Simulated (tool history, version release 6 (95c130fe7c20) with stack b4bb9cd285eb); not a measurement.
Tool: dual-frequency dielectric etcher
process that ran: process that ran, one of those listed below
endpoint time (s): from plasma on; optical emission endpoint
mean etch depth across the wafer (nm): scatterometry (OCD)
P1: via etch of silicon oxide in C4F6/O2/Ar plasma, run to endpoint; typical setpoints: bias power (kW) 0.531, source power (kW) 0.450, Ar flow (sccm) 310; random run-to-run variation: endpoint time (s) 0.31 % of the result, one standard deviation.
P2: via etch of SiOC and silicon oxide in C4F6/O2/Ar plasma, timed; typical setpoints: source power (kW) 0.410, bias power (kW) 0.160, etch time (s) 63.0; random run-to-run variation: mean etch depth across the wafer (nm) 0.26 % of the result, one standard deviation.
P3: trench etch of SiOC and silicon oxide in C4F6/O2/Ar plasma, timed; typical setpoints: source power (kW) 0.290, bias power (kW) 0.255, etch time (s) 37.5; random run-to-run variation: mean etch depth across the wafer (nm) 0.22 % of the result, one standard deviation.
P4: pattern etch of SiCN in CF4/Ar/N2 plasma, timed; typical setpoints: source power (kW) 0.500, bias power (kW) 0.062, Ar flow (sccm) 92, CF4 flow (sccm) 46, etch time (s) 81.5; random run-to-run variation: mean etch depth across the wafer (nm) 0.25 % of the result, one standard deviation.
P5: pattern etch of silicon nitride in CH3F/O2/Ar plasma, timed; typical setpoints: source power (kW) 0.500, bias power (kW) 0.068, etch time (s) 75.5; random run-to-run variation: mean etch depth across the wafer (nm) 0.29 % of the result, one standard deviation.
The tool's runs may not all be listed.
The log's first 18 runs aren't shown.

run	hour	process that ran	bias power (kW)	source power (kW)	Ar flow (sccm)	CF4 flow (sccm)	etch time (s)	hours since the last wet clean	hours since the last bias power generator calibration	hours since the last source power generator calibration	hours since the last Ar flow controller change	endpoint time (s)	mean etch depth across the wafer (nm)
19	171.4	P1	0.723	0.450	310			422.3	58.7	1633.3	1695.6	24.781	
20	179.8	P1	0.399	0.450	310			430.7	67.1	1641.7	1704.0	30.906	
21	188.4	P4	0.062	0.500	60	46	81.5	439.3	75.7	1650.3	1712.6		72.885
22	197.5	P1	0.531	0.450	310			448.4	84.8	1659.4	1721.7	27.668	
23	206.5	P5	0.068	0.500			75.5	457.4	93.8	1668.4	1730.7		56.842
24	214.9	P1	0.531	0.450	420			465.8	102.2	1676.8	1739.1	28.731	
25	224.9	P1	0.420	0.450	234			475.8	112.2	1686.8	1749.1	29.342	
26	230.5	P1	0.531	0.320	310			481.4	117.8	1692.4	1754.7	31.537	
27	237.0	P4	0.062	0.500	92	46	81.5	487.9	124.3	1698.9	1761.2		68.244
28	245.2	P1	0.531	0.450	310			496.1	132.5	1707.1	1769.4	27.685	
29	252.2	P3	0.255	0.180			37.5	503.1	139.5	1714.1	1776.4		61.608
30	259.0	P2	0.160	0.260			63.0	509.9	146.3	1720.9	1783.2		58.310
31	269.0	P5	0.068	0.390			75.5	519.9	156.3	1730.9	1793.2		51.778
32	278.8	P1	0.531	0.450	310			529.7	166.1	1740.7	1803.0	27.673	
33	285.2	P2	0.160	0.410			63.0	536.1	172.5	1747.1	1809.4		69.901
34	291.6	P1	0.531	0.450	310			542.5	178.9	1753.5	1815.8	27.715	
35	298.3	P1	0.531	0.450	310			549.2	185.6	1760.2	1822.5	27.846	
36	308.8	P1	0.531	0.450	310			559.7	196.1	1770.7	1833.0	27.906	
37	318.7	P1	0.531	0.450	310			569.6	206.0	1780.6	1842.9	28.257	

Run 38 has not been measured yet. What should we expect?
# hour 327.3: wet clean of the chamber
# hour 328.0: Ar flow controller replaced
38	329.2	P1	0.531	0.450	310			2.0	216.5	1791.1	1.3	?	

endpoint time (s): 28.234

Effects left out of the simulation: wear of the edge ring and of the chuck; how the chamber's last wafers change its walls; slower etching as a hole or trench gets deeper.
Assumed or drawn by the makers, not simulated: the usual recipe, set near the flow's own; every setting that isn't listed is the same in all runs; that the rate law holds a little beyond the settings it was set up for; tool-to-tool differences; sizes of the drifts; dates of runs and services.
